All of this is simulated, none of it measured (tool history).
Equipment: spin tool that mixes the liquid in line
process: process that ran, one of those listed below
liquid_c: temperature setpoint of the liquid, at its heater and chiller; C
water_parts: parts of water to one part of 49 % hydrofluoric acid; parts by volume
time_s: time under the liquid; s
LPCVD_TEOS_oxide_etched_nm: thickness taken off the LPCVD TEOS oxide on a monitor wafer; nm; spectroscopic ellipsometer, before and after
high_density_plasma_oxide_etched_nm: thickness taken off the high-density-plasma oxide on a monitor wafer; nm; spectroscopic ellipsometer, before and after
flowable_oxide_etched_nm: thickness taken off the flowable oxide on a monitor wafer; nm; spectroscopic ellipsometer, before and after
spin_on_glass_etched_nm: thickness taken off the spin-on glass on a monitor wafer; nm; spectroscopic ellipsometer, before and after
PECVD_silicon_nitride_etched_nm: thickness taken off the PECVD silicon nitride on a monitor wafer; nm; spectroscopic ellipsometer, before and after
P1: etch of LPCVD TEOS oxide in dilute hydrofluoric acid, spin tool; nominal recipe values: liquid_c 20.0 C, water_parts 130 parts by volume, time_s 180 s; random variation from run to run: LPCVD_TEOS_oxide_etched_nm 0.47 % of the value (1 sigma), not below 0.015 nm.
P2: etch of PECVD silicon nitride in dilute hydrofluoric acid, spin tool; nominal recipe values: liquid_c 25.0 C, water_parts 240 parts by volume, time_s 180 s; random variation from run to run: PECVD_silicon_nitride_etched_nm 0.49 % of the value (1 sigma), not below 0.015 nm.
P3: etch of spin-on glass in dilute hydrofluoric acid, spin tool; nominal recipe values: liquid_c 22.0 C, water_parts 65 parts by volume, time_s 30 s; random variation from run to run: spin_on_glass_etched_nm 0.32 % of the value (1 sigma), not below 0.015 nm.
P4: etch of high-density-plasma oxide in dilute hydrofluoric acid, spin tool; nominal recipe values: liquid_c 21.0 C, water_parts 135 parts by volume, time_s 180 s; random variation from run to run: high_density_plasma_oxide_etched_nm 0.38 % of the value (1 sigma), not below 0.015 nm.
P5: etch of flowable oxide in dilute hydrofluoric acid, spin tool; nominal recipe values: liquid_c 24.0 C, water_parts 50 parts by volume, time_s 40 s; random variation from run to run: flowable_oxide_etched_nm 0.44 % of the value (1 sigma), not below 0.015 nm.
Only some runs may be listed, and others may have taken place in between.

| run | hour | process | liquid_c | water_parts | time_s | hours since the thermometer was replaced | hours since the hydrofluoric acid flow meter was replaced | LPCVD_TEOS_oxide_etched_nm | high_density_plasma_oxide_etched_nm | flowable_oxide_etched_nm | spin_on_glass_etched_nm | PECVD_silicon_nitride_etched_nm |
|---|---|---|---|---|---|---|---|---|---|---|---|---|
| 1 | 2.8 | P1 | 20.0 | 130 | 180 | 1363.3 | 212.5 | 27.8050 |  |  |  |  |
| 2 | 5.0 | P4 | 21.0 | 215 | 180 | 1365.5 | 214.7 |  | 3.5055 |  |  |  |
| 3 | 9.2 | P5 | 30.0 | 50 | 40 | 1369.7 | 218.9 |  |  | 59.564 |  |  |
|  | 10.3 | hydrofluoric acid flow meter replaced |
| 4 | 12.7 | P1 | 23.5 | 55 | 180 | 1373.2 | 2.4 | 82.4850 |  |  |  |  |
| 5 | 15.3 | P5 | 24.0 | 50 | 70 | 1375.8 | 5.0 |  |  | 81.917 |  |  |
| 6 | 17.2 | P3 | 17.0 | 65 | 30 | 1377.7 | 6.9 |  |  |  | 8.8309 |  |
| 7 | 21.1 | P1 | 20.0 | 130 | 180 | 1381.6 | 10.8 | 27.8950 |  |  |  |  |
| 8 | 24.3 | P1 | 20.0 | 60 | 310 | 1384.8 | 14.0 | 112.0600 |  |  |  |  |
| 9 | 27.6 | P1 | 20.0 | 35 | 180 | 1388.1 | 17.3 | 114.9200 |  |  |  |  |
| 10 | 31.8 | P2 | 25.0 | 75 | 180 | 1392.3 | 21.5 |  |  |  |  | 14.5280 |
| 11 | 34.9 | P4 | 27.0 | 135 | 180 | 1395.4 | 24.6 |  | 7.5955 |  |  |  |
| 12 | 36.9 | P1 | 25.5 | 130 | 180 | 1397.4 | 26.6 | 34.2580 |  |  |  |  |
| 13 | 40.0 | P3 | 22.0 | 65 | 45 | 1400.5 | 29.7 |  |  |  | 16.3530 |  |
| 14 | 43.2 | P4 | 21.0 | 135 | 310 | 1403.7 | 32.9 |  | 10.3840 |  |  |  |
| 15 | 45.2 | P1 | 20.0 | 130 | 180 | 1405.7 | 34.9 | 27.7210 |  |  |  |  |
| 16 | 47.6 | P2 | 25.0 | 240 | 180 | 1408.1 | 37.3 |  |  |  |  | 4.5987 |
| 17 | 49.5 | P1 | 20.0 | 130 | 180 | 1410.0 | 39.2 | 27.8520 |  |  |  |  |
| 18 | 52.5 | P1 | 17.0 | 130 | 180 | 1413.0 | 42.2 | 24.4860 |  |  |  |  |
| 19 | 56.4 | P3 | 22.0 | 65 | 30 | 1416.9 | 46.1 |  |  |  | 10.8360 |  |
| 20 | 58.9 | P3 | 22.0 | 35 | 30 | 1419.4 | 48.6 |  |  |  | 20.9380 |  |
| 21 | 61.6 | P1 | 17.0 | 170 | 180 | 1422.1 | 51.3 | 18.0310 |  |  |  |  |
| 22 | 64.8 | P1 | 20.0 | 130 | 40 | 1425.3 | 54.5 | 6.1231 |  |  |  |  |
| 23 | 66.7 | P4 | 21.0 | 135 | 180 | 1427.2 | 56.4 |  | 6.0514 |  |  |  |
| 24 | 68.8 | P1 | 20.0 | 225 | 180 | 1429.3 | 58.5 | 14.6130 |  |  |  |  |

Run 25 is up next; what results do you expect?
| 25 | 71.3 | P2 | 30.5 | 240 | 180 | 1431.8 | 61.0 |  |  |  |  | ? |

Logged for run 25: PECVD_silicon_nitride_etched_nm 6.4199 nm.
